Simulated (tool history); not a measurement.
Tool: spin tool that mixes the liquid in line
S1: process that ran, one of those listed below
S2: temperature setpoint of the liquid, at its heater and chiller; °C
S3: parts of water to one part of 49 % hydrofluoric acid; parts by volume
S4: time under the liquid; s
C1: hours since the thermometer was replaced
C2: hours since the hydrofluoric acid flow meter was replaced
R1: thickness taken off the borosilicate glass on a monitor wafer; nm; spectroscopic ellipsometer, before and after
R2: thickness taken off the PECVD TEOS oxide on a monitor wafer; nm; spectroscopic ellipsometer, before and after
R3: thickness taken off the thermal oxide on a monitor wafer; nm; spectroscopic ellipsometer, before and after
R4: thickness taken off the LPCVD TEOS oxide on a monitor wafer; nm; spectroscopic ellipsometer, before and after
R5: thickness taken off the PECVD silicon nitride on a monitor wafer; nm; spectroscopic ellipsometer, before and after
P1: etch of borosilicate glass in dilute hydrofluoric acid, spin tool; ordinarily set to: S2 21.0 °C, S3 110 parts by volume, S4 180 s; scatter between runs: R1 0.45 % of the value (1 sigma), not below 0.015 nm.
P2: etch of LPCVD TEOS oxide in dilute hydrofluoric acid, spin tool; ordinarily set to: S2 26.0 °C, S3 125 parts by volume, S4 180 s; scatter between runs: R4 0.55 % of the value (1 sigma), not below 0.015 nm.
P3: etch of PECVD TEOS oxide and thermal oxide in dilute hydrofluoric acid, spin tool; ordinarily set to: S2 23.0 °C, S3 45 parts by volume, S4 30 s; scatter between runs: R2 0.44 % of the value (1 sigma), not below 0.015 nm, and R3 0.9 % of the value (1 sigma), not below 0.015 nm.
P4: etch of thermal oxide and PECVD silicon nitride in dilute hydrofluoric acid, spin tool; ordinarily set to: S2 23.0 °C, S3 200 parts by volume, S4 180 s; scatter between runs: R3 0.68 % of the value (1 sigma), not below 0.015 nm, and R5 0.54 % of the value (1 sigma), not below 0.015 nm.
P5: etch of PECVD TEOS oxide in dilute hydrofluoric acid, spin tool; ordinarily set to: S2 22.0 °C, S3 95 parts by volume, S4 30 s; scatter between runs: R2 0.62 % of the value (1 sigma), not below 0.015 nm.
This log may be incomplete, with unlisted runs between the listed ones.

run	day	S1	S2	S3	S4	C1	C2	R1	R2	R3	R4	R5
1	0.283	P1	21.0	110	180	298.6	648.7	43.6970				
2	0.483	P1	17.0	110	180	303.4	653.5	36.8740				
3	0.621	P1	21.0	110	285	306.7	656.8	69.3290				
4	0.846	P3	23.0	45	60	312.1	662.2		29.7760	6.2818		
5	0.988	P3	17.0	45	30	315.5	665.6		11.5180	2.4468		
6	1.133	P3	23.0	60	30	319.0	669.1		10.9330	2.3159		
7	1.375	P5	22.0	175	30	324.8	674.9		2.3477			
8	1.525	P5	22.0	95	30	328.4	678.5		4.8715			
9	1.817	P1	21.0	110	180	335.4	685.5	44.0550				
10	1.962	P1	25.5	110	180	338.9	689.0	52.0650				
11	2.150	P3	23.0	45	30	343.4	693.5		14.9460	3.0802		
12	2.412	P2	33.5	125	180	349.7	699.8				42.354	
13	2.579	P5	22.0	95	15	353.7	703.8		2.3844			
14	2.817	P4	23.0	200	280	359.4	709.5			5.7624		6.2669
15	3.088	P5	22.0	95	30	365.9	716.0		4.7941			
16	3.271	P3	23.0	45	30	370.3	720.4		14.8690	3.1320		
17	3.421	P1	25.0	110	65	373.9	724.0	18.4570				
18	3.608	P1	21.0	110	180	378.4	728.5	43.7940				
19	3.883	P2	26.0	125	180	385.0	735.1				32.074	
20	4.133	P5	29.0	95	30	391.0	741.1		6.3165			
21	4.329	P1	21.0	110	35	395.7	745.8	8.4881				
22	4.633	P1	17.0	110	310	403.0	753.1	64.1230				
23	4.817	P4	23.0	55	180	407.4	757.5			15.8790		14.4020
24	4.954	P4	31.0	200	180	410.7	760.8			4.9703		6.6530
25	5.112	P2	26.0	125	340	414.5	764.6				61.130	
26	5.408	P4	23.0	200	180	421.6	771.7			3.6836		4.0614
27	5.558	P1	21.0	110	180	425.2	775.3	44.0040				
28	5.704	P1	21.0	40	180	428.7	778.8	130.0900				
29	5.867	P1	21.0	110	180	432.6	782.7	43.6860				
30	6.000	P1	21.0	170	180	435.8	785.9	26.4520				
31	6.158	P2	26.0	25	180	439.6	789.7				183.750	
32	6.304	P1	21.0	110	180	443.1	793.2	43.5650				
33	6.583	P1	21.0	110	180	449.8	799.9	42.2640				
34	6.808	P1	21.0	110	180	455.2	805.3	41.0560				
35	7.029	P1	21.0	110	180	460.5	810.6	40.6940				
36	7.212	P1	21.0	110	180	464.9	815.0	40.8820				
37	7.450	P1	21.0	110	180	470.6	820.7	40.4010				
38	7.642	P1	21.0	110	180	475.2	825.3	40.6840				
39	7.875	P1	21.0	110	180	480.8	830.9	40.5570				

Something has made what P1 gives creep away from where it was; the 2 causes below, each at its own stated size, fit the log equally well:
A: hydrofluoric acid flow below the setpoint (%) = 6.9
B: liquid colder than its thermometer reads (K) = 1.98
The gradual shift began around day 6.304.

Consider the 4 single-wafer check runs listed below, results given as question marks: which one distinguishes between the causes by giving clearly different results for each?
check 1	8.108	P2	33.0	60	180						?	
check 2	8.108	P5	27.0	175	30				?			
check 3	8.108	P4	28.5	70	180					?		?
check 4	8.108	P3	20.0	45	60				?	?		

Expected result of each check under each candidate cause:
check	result	if A	if B
check 1	R4	88.743	89.015
check 2	R2	2.6448	2.6819
check 3	R3	14.1640	14.1790
check 3	R5	15.2570	14.4030
check 4	R2	24.3980	24.1690
check 4	R3	5.1266	5.0785
Separation of the two closest causes in each check, using whichever result separates them best: check 1 0.31 %; check 2 1.39 %; check 3 5.76 %; check 4 0.94 %
Check 3 is the one run that separates the causes; every other check would come out nearly the same whichever cause is at work.

Then check 3 was run and gave: R3 14.2740 nm; R5 14.4260 nm. Which cause is it?

B is the cause: liquid colder than its thermometer reads (K).

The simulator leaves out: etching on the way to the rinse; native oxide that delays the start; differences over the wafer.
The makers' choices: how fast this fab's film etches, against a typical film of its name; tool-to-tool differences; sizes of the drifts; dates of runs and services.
